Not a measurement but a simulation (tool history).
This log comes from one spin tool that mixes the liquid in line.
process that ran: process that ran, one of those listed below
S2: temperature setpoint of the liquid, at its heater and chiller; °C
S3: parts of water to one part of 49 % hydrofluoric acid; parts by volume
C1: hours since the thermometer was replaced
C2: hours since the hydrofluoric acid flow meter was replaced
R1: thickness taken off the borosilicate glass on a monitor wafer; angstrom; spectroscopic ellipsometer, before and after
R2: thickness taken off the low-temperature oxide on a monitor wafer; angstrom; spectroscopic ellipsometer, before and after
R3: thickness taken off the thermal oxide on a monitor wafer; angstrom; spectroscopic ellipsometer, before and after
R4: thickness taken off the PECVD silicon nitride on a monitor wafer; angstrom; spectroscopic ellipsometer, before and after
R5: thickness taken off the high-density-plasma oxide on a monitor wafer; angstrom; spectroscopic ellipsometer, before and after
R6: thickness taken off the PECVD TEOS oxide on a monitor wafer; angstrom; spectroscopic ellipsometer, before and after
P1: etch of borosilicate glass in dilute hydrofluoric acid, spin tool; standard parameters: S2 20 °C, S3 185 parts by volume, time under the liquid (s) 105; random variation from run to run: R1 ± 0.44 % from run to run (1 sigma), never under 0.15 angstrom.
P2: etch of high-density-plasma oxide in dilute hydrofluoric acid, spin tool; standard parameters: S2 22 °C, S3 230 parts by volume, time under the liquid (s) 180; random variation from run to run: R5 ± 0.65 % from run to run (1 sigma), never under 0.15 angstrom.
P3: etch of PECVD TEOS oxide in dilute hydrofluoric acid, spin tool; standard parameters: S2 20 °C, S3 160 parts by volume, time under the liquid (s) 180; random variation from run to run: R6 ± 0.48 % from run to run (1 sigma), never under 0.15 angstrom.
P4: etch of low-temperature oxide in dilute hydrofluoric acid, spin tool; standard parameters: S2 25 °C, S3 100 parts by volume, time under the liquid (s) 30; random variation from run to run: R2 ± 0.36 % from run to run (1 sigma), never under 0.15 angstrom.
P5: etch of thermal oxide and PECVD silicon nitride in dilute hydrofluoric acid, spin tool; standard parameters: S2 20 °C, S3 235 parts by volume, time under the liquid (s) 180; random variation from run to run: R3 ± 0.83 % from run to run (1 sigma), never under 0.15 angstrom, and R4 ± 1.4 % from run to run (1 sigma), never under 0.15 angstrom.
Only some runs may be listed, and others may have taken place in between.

{"run": 1, "day": 0.304, "process that ran": "P1", "S2": 20, "S3": 185, "time under the liquid (s)": 105, "C1": 1120.1, "C2": 800.6, "R1": 95.876}
{"run": 2, "day": 0.625, "process that ran": "P4", "S2": 25, "S3": 100, "time under the liquid (s)": 15, "C1": 1127.8, "C2": 808.3, "R2": 56.708}
{"run": 3, "day": 1.112, "process that ran": "P1", "S2": 20, "S3": 185, "time under the liquid (s)": 105, "C1": 1139.5, "C2": 820, "R1": 95.691}
{"run": 4, "day": 1.454, "process that ran": "P1", "S2": 20, "S3": 285, "time under the liquid (s)": 105, "C1": 1147.7, "C2": 828.2, "R1": 56.437}
{"run": 5, "day": 1.867, "process that ran": "P1", "S2": 20, "S3": 75, "time under the liquid (s)": 105, "C1": 1157.6, "C2": 838.1, "R1": 266.36}
{"run": 6, "day": 2.108, "process that ran": "P1", "S2": 20, "S3": 185, "time under the liquid (s)": 15, "C1": 1163.4, "C2": 843.9, "R1": 13.647}
{"run": 7, "day": 2.388, "process that ran": "P4", "S2": 25, "S3": 100, "time under the liquid (s)": 30, "C1": 1170.1, "C2": 850.6, "R2": 113.03}
{"run": 8, "day": 2.758, "process that ran": "P5", "S2": 20, "S3": 430, "time under the liquid (s)": 180, "C1": 1179, "C2": 859.5, "R3": 13.108, "R4": 10.62}
{"run": 9, "day": 3.112, "process that ran": "P1", "S2": 20, "S3": 185, "time under the liquid (s)": 105, "C1": 1187.5, "C2": 868, "R1": 95.822}
{"day": 3.138, "done": "hydrofluoric acid flow meter replaced"}
{"run": 10, "day": 3.354, "process that ran": "P1", "S2": 20, "S3": 185, "time under the liquid (s)": 105, "C1": 1193.3, "C2": 5.2, "R1": 95.452}
{"run": 11, "day": 3.85, "process that ran": "P2", "S2": 17, "S3": 230, "time under the liquid (s)": 180, "C1": 1205.2, "C2": 17.1, "R5": 25.919}
{"run": 12, "day": 4.121, "process that ran": "P1", "S2": 27.5, "S3": 185, "time under the liquid (s)": 105, "C1": 1211.7, "C2": 23.6, "R1": 127.09}
{"run": 13, "day": 4.4, "process that ran": "P2", "S2": 22, "S3": 230, "time under the liquid (s)": 180, "C1": 1218.4, "C2": 30.3, "R5": 32.142}
{"run": 14, "day": 4.929, "process that ran": "P5", "S2": 25.5, "S3": 235, "time under the liquid (s)": 180, "C1": 1231.1, "C2": 43, "R3": 34.968, "R4": 26.468}
{"run": 15, "day": 5.446, "process that ran": "P5", "S2": 20, "S3": 235, "time under the liquid (s)": 15, "C1": 1243.5, "C2": 55.4, "R3": 2.2571, "R4": 1.6619}
{"run": 16, "day": 5.904, "process that ran": "P4", "S2": 29.5, "S3": 100, "time under the liquid (s)": 30, "C1": 1254.5, "C2": 66.4, "R2": 135.14}
{"run": 17, "day": 6.3, "process that ran": "P5", "S2": 20, "S3": 235, "time under the liquid (s)": 180, "C1": 1264, "C2": 75.9, "R3": 28.154, "R4": 19.326}
{"run": 18, "day": 6.612, "process that ran": "P3", "S2": 20, "S3": 160, "time under the liquid (s)": 180, "C1": 1271.5, "C2": 83.4, "R6": 236.7}
{"run": 19, "day": 6.912, "process that ran": "P2", "S2": 22, "S3": 330, "time under the liquid (s)": 180, "C1": 1278.7, "C2": 90.6, "R5": 20.058}
{"run": 20, "day": 7.258, "process that ran": "P1", "S2": 17, "S3": 185, "time under the liquid (s)": 105, "C1": 1287, "C2": 98.9, "R1": 85.351}
{"run": 21, "day": 7.65, "process that ran": "P1", "S2": 20, "S3": 185, "time under the liquid (s)": 190, "C1": 1296.4, "C2": 108.3, "R1": 173.79}
{"run": 22, "day": 8.029, "process that ran": "P4", "S2": 25, "S3": 100, "time under the liquid (s)": 30, "C1": 1305.5, "C2": 117.4, "R2": 113.73}
{"run": 23, "day": 8.375, "process that ran": "P5", "S2": 20, "S3": 235, "time under the liquid (s)": 180, "C1": 1313.8, "C2": 125.7, "R3": 27.956, "R4": 19.203}
{"run": 24, "day": 8.608, "process that ran": "P3", "S2": 20, "S3": 265, "time under the liquid (s)": 180, "C1": 1319.4, "C2": 131.3, "R6": 128.71}
{"run": 25, "day": 8.896, "process that ran": "P1", "S2": 24, "S3": 185, "time under the liquid (s)": 50, "C1": 1326.3, "C2": 138.2, "R1": 53.332}
{"run": 26, "day": 9.142, "process that ran": "P4", "S2": 25, "S3": 170, "time under the liquid (s)": 30, "C1": 1332.2, "C2": 144.1, "R2": 61.231}
{"run": 27, "day": 9.546, "process that ran": "P3", "S2": 17, "S3": 160, "time under the liquid (s)": 180, "C1": 1341.9, "C2": 153.8, "R6": 209.27}
{"run": 28, "day": 10.033, "process that ran": "P2", "S2": 22, "S3": 230, "time under the liquid (s)": 180, "C1": 1353.6, "C2": 165.5, "R5": 31.892}
{"run": 29, "day": 10.279, "process that ran": "P2", "S2": 22, "S3": 230, "time under the liquid (s)": 85, "C1": 1359.5, "C2": 171.4, "R5": 14.961}
{"run": 30, "day": 10.588, "process that ran": "P3", "S2": 20, "S3": 160, "time under the liquid (s)": 340, "C1": 1366.9, "C2": 178.8, "R6": 445.4}
{"run": 31, "day": 10.871, "process that ran": "P1", "S2": 20, "S3": 185, "time under the liquid (s)": 105, "C1": 1373.7, "C2": 185.6, "R1": 95.991}
{"run": 32, "day": 11.346, "process that ran": "P1", "S2": 20, "S3": 185, "time under the liquid (s)": 105, "C1": 1385.1, "C2": 197, "R1": 93.275}
{"run": 33, "day": 11.671, "process that ran": "P1", "S2": 20, "S3": 185, "time under the liquid (s)": 105, "C1": 1392.9, "C2": 204.8, "R1": 91.638}
{"run": 34, "day": 11.958, "process that ran": "P1", "S2": 20, "S3": 185, "time under the liquid (s)": 105, "C1": 1399.8, "C2": 211.7, "R1": 89.926}
{"run": 35, "day": 12.271, "process that ran": "P1", "S2": 20, "S3": 185, "time under the liquid (s)": 105, "C1": 1407.3, "C2": 219.2, "R1": 89.506}
{"run": 36, "day": 12.742, "process that ran": "P1", "S2": 20, "S3": 185, "time under the liquid (s)": 105, "C1": 1418.6, "C2": 230.5, "R1": 88.955}
{"run": 37, "day": 13.246, "process that ran": "P1", "S2": 20, "S3": 185, "time under the liquid (s)": 105, "C1": 1430.7, "C2": 242.6, "R1": 88.369}
{"run": 38, "day": 13.592, "process that ran": "P1", "S2": 20, "S3": 185, "time under the liquid (s)": 105, "C1": 1439, "C2": 250.9, "R1": 88.656}
{"run": 39, "day": 14.079, "process that ran": "P1", "S2": 20, "S3": 185, "time under the liquid (s)": 105, "C1": 1450.7, "C2": 262.6, "R1": 87.902}
{"run": 40, "day": 14.338, "process that ran": "P1", "S2": 20, "S3": 185, "time under the liquid (s)": 105, "C1": 1456.9, "C2": 268.8, "R1": 88.515}
{"run": 41, "day": 14.579, "process that ran": "P1", "S2": 20, "S3": 185, "time under the liquid (s)": 105, "C1": 1462.7, "C2": 274.6, "R1": 88.345}

Compared with where it was, what P1 gives has crept away. Each cause listed below fits the log as well as the rest, at the size given for it:
A: hydrofluoric acid flow below the setpoint (%) = 7.11
B: liquid colder than its thermometer reads (K) = 2.23
Creep in the process output first set in at about day 10.871.

The 4 check runs listed below each average the results of 3 wafers, and their outcomes are marked with question marks. Under which run would the listed causes produce clearly different results?
{"run": "check 1", "day": 14.821, "process that ran": "P4", "S2": 25, "S3": 100, "time under the liquid (s)": 30, "R2": "?"}
{"run": "check 2", "day": 14.821, "process that ran": "P5", "S2": 20, "S3": 235, "time under the liquid (s)": 180, "R3": "?", "R4": "?"}
{"run": "check 3", "day": 14.821, "process that ran": "P2", "S2": 22, "S3": 230, "time under the liquid (s)": 180, "R5": "?"}
{"run": "check 4", "day": 14.821, "process that ran": "P3", "S2": 20, "S3": 160, "time under the liquid (s)": 180, "R6": "?"}

How each check would come out, cause by cause:
check=check_1 result=R2 if_A=104.21 if_B=103.68
check=check_2 result=R3 if_A=25.828 if_B=25.962
check=check_2 result=R4 if_A=18.061 if_B=16.761
check=check_3 result=R5 if_A=29.05 if_B=29.264
check=check_4 result=R6 if_A=216.68 if_B=216.05
Smallest distance between any two causes, each pair judged by its most separating result, in per cent: check 1 0.52 %; check 2 7.47 %; check 3 0.73 %; check 4 0.29 %
Check 2 is the one run that separates the causes; every other check would come out nearly the same whichever cause is at work.

Check 2 has now been run. It gave: R3 25.734 angstrom; R4 18.042 angstrom. Which of the candidate causes is it?

It was cause A: hydrofluoric acid flow below the setpoint (%).

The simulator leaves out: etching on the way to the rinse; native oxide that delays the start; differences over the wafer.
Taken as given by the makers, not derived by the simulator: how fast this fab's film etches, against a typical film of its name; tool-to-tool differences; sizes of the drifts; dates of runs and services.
